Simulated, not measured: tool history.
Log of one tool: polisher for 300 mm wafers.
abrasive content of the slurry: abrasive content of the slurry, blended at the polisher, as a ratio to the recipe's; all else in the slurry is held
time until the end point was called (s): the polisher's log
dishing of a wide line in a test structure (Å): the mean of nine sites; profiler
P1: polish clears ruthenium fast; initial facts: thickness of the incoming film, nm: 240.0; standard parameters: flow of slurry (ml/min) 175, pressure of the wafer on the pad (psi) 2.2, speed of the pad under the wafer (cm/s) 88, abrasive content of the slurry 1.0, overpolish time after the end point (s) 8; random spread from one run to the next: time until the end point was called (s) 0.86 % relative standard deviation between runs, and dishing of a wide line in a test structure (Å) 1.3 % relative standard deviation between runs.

| run | hour | flow of slurry (ml/min) | pressure of the wafer on the pad (psi) | speed of the pad under the wafer (cm/s) | abrasive content of the slurry | overpolish time after the end point (s) | time until the end point was called (s) | dishing of a wide line in a test structure (Å) |
|---|---|---|---|---|---|---|---|---|
| 1 | 5.1 | 175 | 2.2 | 88 | 1.0 | 8 | 69.660 | 230.090 |
| 2 | 8.5 | 175 | 2.2 | 88 | 1.5 | 8 | 59.527 | 267.030 |
| 3 | 12.4 | 175 | 1.2 | 88 | 1.0 | 8 | 127.100 | 128.630 |
| 4 | 17.3 | 175 | 2.2 | 88 | 1.0 | 8 | 70.232 | 233.310 |
| 5 | 21.0 | 175 | 2.2 | 54 | 1.0 | 8 | 114.520 | 145.970 |
| 6 | 24.8 | 175 | 2.2 | 88 | 1.0 | 8 | 70.216 | 232.080 |
| 7 | 29.7 | 175 | 2.2 | 88 | 1.0 | 2 | 70.866 | 61.911 |
| 8 | 34.1 | 175 | 2.2 | 88 | 1.0 | 8 | 71.054 | 229.760 |
| 9 | 36.5 | 275 | 2.2 | 88 | 1.0 | 8 | 66.219 | 240.930 |
| 10 | 41.4 | 175 | 2.2 | 88 | 1.0 | 14 | 70.624 | 373.180 |
| 11 | 46.4 | 215 | 2.2 | 88 | 1.0 | 5 | 69.578 | 147.290 |
|  | 50.6 | slurry nozzle cleaned |
| 12 | 50.7 | 175 | 2.2 | 88 | 1.0 | 8 | 70.445 | 228.700 |
| 13 | 54.4 | 175 | 2.2 | 88 | 0.6 | 8 | 92.921 | 179.680 |
| 14 | 58.0 | 175 | 3.4 | 88 | 1.0 | 8 | 45.633 | 345.060 |
| 15 | 63.3 | 175 | 2.2 | 136 | 1.0 | 8 | 45.263 | 343.660 |
| 16 | 67.4 | 105 | 2.2 | 88 | 1.0 | 8 | 77.945 | 214.900 |
| 17 | 69.8 | 175 | 2.2 | 88 | 1.0 | 8 | 70.828 | 230.090 |
| 18 | 72.8 | 175 | 2.2 | 88 | 1.3 | 15 | 62.900 | 439.090 |
| 19 | 77.4 | 175 | 2.2 | 88 | 1.0 | 8 | 71.394 | 234.150 |
| 20 | 80.5 | 175 | 2.2 | 88 | 1.0 | 8 | 72.124 | 222.740 |
| 21 | 83.1 | 175 | 2.2 | 88 | 1.0 | 8 | 73.659 | 224.390 |
| 22 | 88.3 | 175 | 2.2 | 88 | 1.0 | 8 | 75.849 | 213.300 |
| 23 | 93.8 | 175 | 2.2 | 88 | 1.0 | 8 | 77.521 | 210.110 |
|  | 94.9 | slurry nozzle cleaned |
|  | 96.3 | head pressure recalibrated |
| 24 | 99.1 | 175 | 2.2 | 88 | 1.0 | 8 | 78.003 | 214.180 |
| 25 | 101.9 | 175 | 2.2 | 88 | 1.0 | 8 | 78.842 | 208.820 |
| 26 | 105.6 | 175 | 2.2 | 88 | 1.0 | 8 | 79.639 | 209.950 |
| 27 | 108.2 | 175 | 2.2 | 88 | 1.0 | 8 | 79.653 | 207.050 |
| 28 | 112.8 | 175 | 2.2 | 88 | 1.0 | 8 | 79.637 | 207.470 |
| 29 | 115.7 | 175 | 2.2 | 88 | 1.0 | 8 | 78.113 | 208.030 |

P1 no longer gives what it gave before; its output has crept away from where it was. The following 2 causes, each at its listed size, fit the log equally well:
A: abrasive missing from the slurry, % = 21.2
B: removal rate lost through wear of the pad, % = 10.9
Creep in the process output first set in at about hour 77.4.
What rules out each remaining cause:
slurry flow missing at the pad, %: maintenance at hour 94.9, after the shift began, did not return the process to its former output
head's pressure below its setpoint, %: maintenance at hour 96.3, after the shift began, did not return the process to its former output

Consider the 4 check runs below, whose results appear as question marks and each of which averages 5 wafers. Which one distinguishes the causes, in that each cause would give it a clearly different result?
| check 1 | 118.6 | 240 | 3.2 | 88 | 1.0 | 8 | ? | ? |
| check 2 | 118.6 | 175 | 2.2 | 130 | 1.0 | 11 | ? | ? |
| check 3 | 118.6 | 175 | 2.2 | 88 | 0.6 | 8 | ? | ? |
| check 4 | 118.6 | 175 | 1.4 | 128 | 1.0 | 8 | ? | ? |

Check results expected under each cause:
| check | result | if A | if B |
|---|---|---|---|
| check 1 | time until the end point was called (s) | 52.213 | 52.215 |
| check 1 | dishing of a wide line in a test structure (Å) | 302.560 | 302.550 |
| check 2 | time until the end point was called (s) | 53.563 | 53.565 |
| check 2 | dishing of a wide line in a test structure (Å) | 390.560 | 390.550 |
| check 3 | time until the end point was called (s) | 106.240 | 103.110 |
| check 3 | dishing of a wide line in a test structure (Å) | 157.440 | 161.950 |
| check 4 | time until the end point was called (s) | 85.486 | 85.489 |
| check 4 | dishing of a wide line in a test structure (Å) | 193.040 | 193.030 |
Gap, in per cent, between the two causes that each check separates least, read from the result that separates them most: check 1 0 %; check 2 0 %; check 3 2.99 %; check 4 0 %
Check 3 tells the causes apart: in the others they would give nearly the same result.

The results of check 3 are: time until the end point was called (s) 106.020; dishing of a wide line in a test structure (Å) 157.170. Based on these, which of the listed causes is it?

It was cause A: abrasive missing from the slurry, %.
